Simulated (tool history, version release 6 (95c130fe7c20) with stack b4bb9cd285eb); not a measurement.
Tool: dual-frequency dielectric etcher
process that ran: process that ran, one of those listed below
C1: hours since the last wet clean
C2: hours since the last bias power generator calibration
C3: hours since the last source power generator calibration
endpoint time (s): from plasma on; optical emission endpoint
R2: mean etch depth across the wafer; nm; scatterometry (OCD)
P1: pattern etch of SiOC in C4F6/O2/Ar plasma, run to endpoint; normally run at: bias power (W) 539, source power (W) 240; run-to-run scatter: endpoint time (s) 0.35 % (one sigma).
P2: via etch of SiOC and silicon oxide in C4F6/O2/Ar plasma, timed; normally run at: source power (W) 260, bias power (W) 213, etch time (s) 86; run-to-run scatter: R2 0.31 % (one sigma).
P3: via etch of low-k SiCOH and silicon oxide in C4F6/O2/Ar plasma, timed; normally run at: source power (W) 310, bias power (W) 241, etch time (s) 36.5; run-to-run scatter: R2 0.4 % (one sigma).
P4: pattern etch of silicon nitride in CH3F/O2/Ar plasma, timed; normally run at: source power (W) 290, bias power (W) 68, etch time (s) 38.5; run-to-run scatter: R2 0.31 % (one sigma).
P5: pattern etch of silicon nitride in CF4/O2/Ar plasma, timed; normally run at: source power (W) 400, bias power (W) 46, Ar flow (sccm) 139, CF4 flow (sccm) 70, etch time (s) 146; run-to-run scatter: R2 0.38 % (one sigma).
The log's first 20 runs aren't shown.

{"run": 21, "hour": 68.5, "process that ran": "P2", "bias power (W)": 213, "source power (W)": 200, "etch time (s)": 86, "C1": 36.6, "C2": 2250.7, "C3": 2116.5, "R2": 78.754}
{"run": 22, "hour": 71.9, "process that ran": "P4", "bias power (W)": 68, "source power (W)": 290, "etch time (s)": 55, "C1": 40, "C2": 2254.1, "C3": 2119.9, "R2": 33.629}
{"run": 23, "hour": 75.6, "process that ran": "P5", "bias power (W)": 46, "source power (W)": 320, "Ar flow (sccm)": 139, "CF4 flow (sccm)": 70, "etch time (s)": 146, "C1": 43.7, "C2": 2257.8, "C3": 2123.6, "R2": 162.33}
{"run": 24, "hour": 78.9, "process that ran": "P4", "bias power (W)": 68, "source power (W)": 290, "etch time (s)": 38.5, "C1": 47, "C2": 2261.1, "C3": 2126.9, "R2": 23.57}
{"run": 25, "hour": 82.7, "process that ran": "P1", "bias power (W)": 762, "source power (W)": 240, "C1": 50.8, "C2": 2264.9, "C3": 2130.7, "endpoint time (s)": 16.803}
{"run": 26, "hour": 87.1, "process that ran": "P2", "bias power (W)": 273, "source power (W)": 260, "etch time (s)": 86, "C1": 55.2, "C2": 2269.3, "C3": 2135.1, "R2": 95.141}
{"run": 27, "hour": 89.8, "process that ran": "P1", "bias power (W)": 539, "source power (W)": 240, "C1": 57.9, "C2": 2272, "C3": 2137.8, "endpoint time (s)": 19.301}
{"run": 28, "hour": 92.6, "process that ran": "P1", "bias power (W)": 539, "source power (W)": 240, "C1": 60.7, "C2": 2274.8, "C3": 2140.6, "endpoint time (s)": 19.225}
{"run": 29, "hour": 96.0, "process that ran": "P3", "bias power (W)": 241, "source power (W)": 190, "etch time (s)": 36.5, "C1": 64.1, "C2": 2278.2, "C3": 2144, "R2": 72.829}
{"run": 30, "hour": 98.8, "process that ran": "P1", "bias power (W)": 539, "source power (W)": 240, "C1": 66.9, "C2": 2281, "C3": 2146.8, "endpoint time (s)": 19.196}
{"run": 31, "hour": 101.0, "process that ran": "P1", "bias power (W)": 365, "source power (W)": 170, "C1": 69.1, "C2": 2283.2, "C3": 2149, "endpoint time (s)": 25.341}
{"run": 32, "hour": 105.3, "process that ran": "P4", "bias power (W)": 68, "source power (W)": 230, "etch time (s)": 38.5, "C1": 73.4, "C2": 2287.5, "C3": 2153.3, "R2": 21.507}
{"run": 33, "hour": 107.3, "process that ran": "P1", "bias power (W)": 539, "source power (W)": 240, "C1": 75.4, "C2": 2289.5, "C3": 2155.3, "endpoint time (s)": 19.313}
{"run": 34, "hour": 111.3, "process that ran": "P1", "bias power (W)": 539, "source power (W)": 240, "C1": 79.4, "C2": 2293.5, "C3": 2159.3, "endpoint time (s)": 19.316}
{"run": 35, "hour": 115.7, "process that ran": "P1", "bias power (W)": 539, "source power (W)": 240, "C1": 83.8, "C2": 2297.9, "C3": 2163.7, "endpoint time (s)": 19.425}
{"run": 36, "hour": 119.4, "process that ran": "P1", "bias power (W)": 539, "source power (W)": 240, "C1": 87.5, "C2": 2301.6, "C3": 2167.4, "endpoint time (s)": 19.442}
{"hour": 123.8, "done": "wet clean of the chamber"}
{"run": 37, "hour": 123.9, "process that ran": "P1", "bias power (W)": 539, "source power (W)": 240, "C1": 0.2, "C2": 2306.1, "C3": 2171.9, "endpoint time (s)": 19.688}
{"run": 38, "hour": 127.2, "process that ran": "P1", "bias power (W)": 539, "source power (W)": 240, "C1": 3.5, "C2": 2309.4, "C3": 2175.2, "endpoint time (s)": 19.54}
{"run": 39, "hour": 129.6, "process that ran": "P1", "bias power (W)": 539, "source power (W)": 240, "C1": 5.9, "C2": 2311.8, "C3": 2177.6, "endpoint time (s)": 19.6}
{"run": 40, "hour": 133.9, "process that ran": "P1", "bias power (W)": 539, "source power (W)": 240, "C1": 10.2, "C2": 2316.1, "C3": 2181.9, "endpoint time (s)": 19.549}
{"run": 41, "hour": 137.1, "process that ran": "P1", "bias power (W)": 539, "source power (W)": 240, "C1": 13.4, "C2": 2319.3, "C3": 2185.1, "endpoint time (s)": 19.587}

The next listed run, before its measurement:
{"run": 42, "hour": 140.3, "process that ran": "P1", "bias power (W)": 539, "source power (W)": 240, "C1": 16.6, "C2": 2322.5, "C3": 2188.3, "endpoint time (s)": "?"}

{"run 42": {"endpoint time (s)": 19.548}}
